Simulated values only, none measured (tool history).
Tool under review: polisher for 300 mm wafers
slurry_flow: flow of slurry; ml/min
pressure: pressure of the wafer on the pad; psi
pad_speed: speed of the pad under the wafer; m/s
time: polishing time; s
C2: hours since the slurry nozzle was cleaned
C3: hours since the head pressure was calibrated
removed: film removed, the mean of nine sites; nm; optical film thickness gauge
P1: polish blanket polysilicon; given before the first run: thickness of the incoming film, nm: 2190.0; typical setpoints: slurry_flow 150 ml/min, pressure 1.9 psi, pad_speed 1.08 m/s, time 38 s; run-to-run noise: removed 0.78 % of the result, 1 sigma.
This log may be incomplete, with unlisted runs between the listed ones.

run 1 hour=15.5 | slurry_flow=150 pressure=1.9 pad_speed=1.08 time=38 | wafers_polished_on_this_pad=860 C2=391.0 C3=383.0 | removed=190.470
run 2 hour=27.3 | slurry_flow=150 pressure=2.8 pad_speed=1.60 time=38 | wafers_polished_on_this_pad=951 C2=402.8 C3=394.8 | removed=417.660
run 3 hour=43.8 | slurry_flow=150 pressure=1.9 pad_speed=1.08 time=38 | wafers_polished_on_this_pad=1079 C2=419.3 C3=411.3 | removed=192.430
run 4 hour=55.6 | slurry_flow=150 pressure=1.9 pad_speed=0.64 time=38 | wafers_polished_on_this_pad=1170 C2=431.1 C3=423.1 | removed=112.720
run 5 hour=73.2 | slurry_flow=150 pressure=3.1 pad_speed=1.08 time=38 | wafers_polished_on_this_pad=1306 C2=448.7 C3=440.7 | removed=309.850
run 6 hour=90.9 | slurry_flow=150 pressure=1.9 pad_speed=1.08 time=38 | wafers_polished_on_this_pad=1443 C2=466.4 C3=458.4 | removed=188.890
run 7 hour=101.9 | slurry_flow=150 pressure=1.9 pad_speed=1.08 time=38 | wafers_polished_on_this_pad=1528 C2=477.4 C3=469.4 | removed=189.510
run 8 hour=113.0 | slurry_flow=150 pressure=1.9 pad_speed=1.08 time=38 | wafers_polished_on_this_pad=1614 C2=488.5 C3=480.5 | removed=188.220
run 9 hour=127.2 | slurry_flow=150 pressure=1.9 pad_speed=1.08 time=38 | wafers_polished_on_this_pad=1724 C2=502.7 C3=494.7 | removed=189.450
run 10 hour=140.6 | slurry_flow=215 pressure=1.9 pad_speed=0.78 time=38 | wafers_polished_on_this_pad=1828 C2=516.1 C3=508.1 | removed=145.420
run 11 hour=156.7 | slurry_flow=150 pressure=1.9 pad_speed=1.08 time=21 | wafers_polished_on_this_pad=1953 C2=532.2 C3=524.2 | removed=105.790
run 12 hour=169.9 | slurry_flow=150 pressure=1.9 pad_speed=1.08 time=54 | wafers_polished_on_this_pad=2055 C2=545.4 C3=537.4 | removed=271.100
run 13 hour=187.2 | slurry_flow=195 pressure=1.9 pad_speed=1.08 time=38 | wafers_polished_on_this_pad=2189 C2=562.7 C3=554.7 | removed=195.860
run 14 hour=199.7 | slurry_flow=150 pressure=1.9 pad_speed=1.60 time=38 | wafers_polished_on_this_pad=2285 C2=575.2 C3=567.2 | removed=280.270
run 15 hour=214.4 | slurry_flow=150 pressure=1.9 pad_speed=1.08 time=38 | wafers_polished_on_this_pad=2399 C2=589.9 C3=581.9 | removed=191.820
run 16 hour=227.8 | slurry_flow=95 pressure=1.9 pad_speed=1.08 time=38 | wafers_polished_on_this_pad=2503 C2=603.3 C3=595.3 | removed=174.090
run 17 hour=243.3 | slurry_flow=150 pressure=0.9 pad_speed=1.08 time=38 | wafers_polished_on_this_pad=2623 C2=618.8 C3=610.8 | removed=90.694
run 18 hour=257.5 | slurry_flow=150 pressure=1.9 pad_speed=1.08 time=38 | wafers_polished_on_this_pad=2733 C2=633.0 C3=625.0 | removed=190.290
run 19 hour=271.8 | slurry_flow=150 pressure=1.9 pad_speed=1.08 time=38 | wafers_polished_on_this_pad=2843 C2=647.3 C3=639.3 | removed=180.140
run 20 hour=287.4 | slurry_flow=150 pressure=1.9 pad_speed=1.08 time=38 | wafers_polished_on_this_pad=2964 C2=662.9 C3=654.9 | removed=175.110
-- hour=296.6 worn pad replaced by a new one
run 21 hour=297.2 | slurry_flow=150 pressure=1.9 pad_speed=1.08 time=38 | wafers_polished_on_this_pad=5 C2=672.7 C3=664.7 | removed=176.280
run 22 hour=305.9 | slurry_flow=150 pressure=1.9 pad_speed=1.08 time=38 | wafers_polished_on_this_pad=72 C2=681.4 C3=673.4 | removed=174.210
run 23 hour=320.0 | slurry_flow=150 pressure=1.9 pad_speed=1.08 time=38 | wafers_polished_on_this_pad=181 C2=695.5 C3=687.5 | removed=172.570
run 24 hour=336.8 | slurry_flow=150 pressure=1.9 pad_speed=1.08 time=38 | wafers_polished_on_this_pad=311 C2=712.3 C3=704.3 | removed=170.590

Something has made what P1 gives creep away from where it was; the 2 causes below, each at its own stated size, fit the log equally well:
A: slurry flow missing at the pad, % = 38.3
B: head's pressure below its setpoint, % = 10.1
The gradual shift began around hour 257.5.
Excluded causes, each with its reason:
removal rate lost through wear of the pad, %: its service at hour 296.6 followed the start of the drift and did not put the process back to its old value

The list below offers 4 check runs, each averaging the results of 2 wafers, and shows each result as a question mark. For which of them would the listed causes give clearly different results?
run check 1 hour=353.6 | slurry_flow=150 pressure=0.9 pad_speed=1.08 time=38 | removed=?
run check 2 hour=353.6 | slurry_flow=150 pressure=1.1 pad_speed=1.08 time=28 | removed=?
run check 3 hour=353.6 | slurry_flow=150 pressure=1.9 pad_speed=0.76 time=38 | removed=?
run check 4 hour=353.6 | slurry_flow=100 pressure=2.5 pad_speed=1.08 time=38 | removed=?

Check results expected under each cause:
check=check_1 result=removed if_A=80.976 if_B=80.928
check=check_2 result=removed if_A=72.926 if_B=72.883
check=check_3 result=removed if_A=120.300 if_B=120.230
check=check_4 result=removed if_A=197.400 if_B=206.340
Minimum pairwise separation of causes per check, each pair taken at its best-separating result: check 1 0.06 %; check 2 0.06 %; check 3 0.06 %; check 4 4.43 %
Only check 4 tells the causes apart: in the others they would give nearly the same result.

Check 4 was then run and gave: removed 197.210 nm. Which cause is it?

It is A: slurry flow missing at the pad, %.
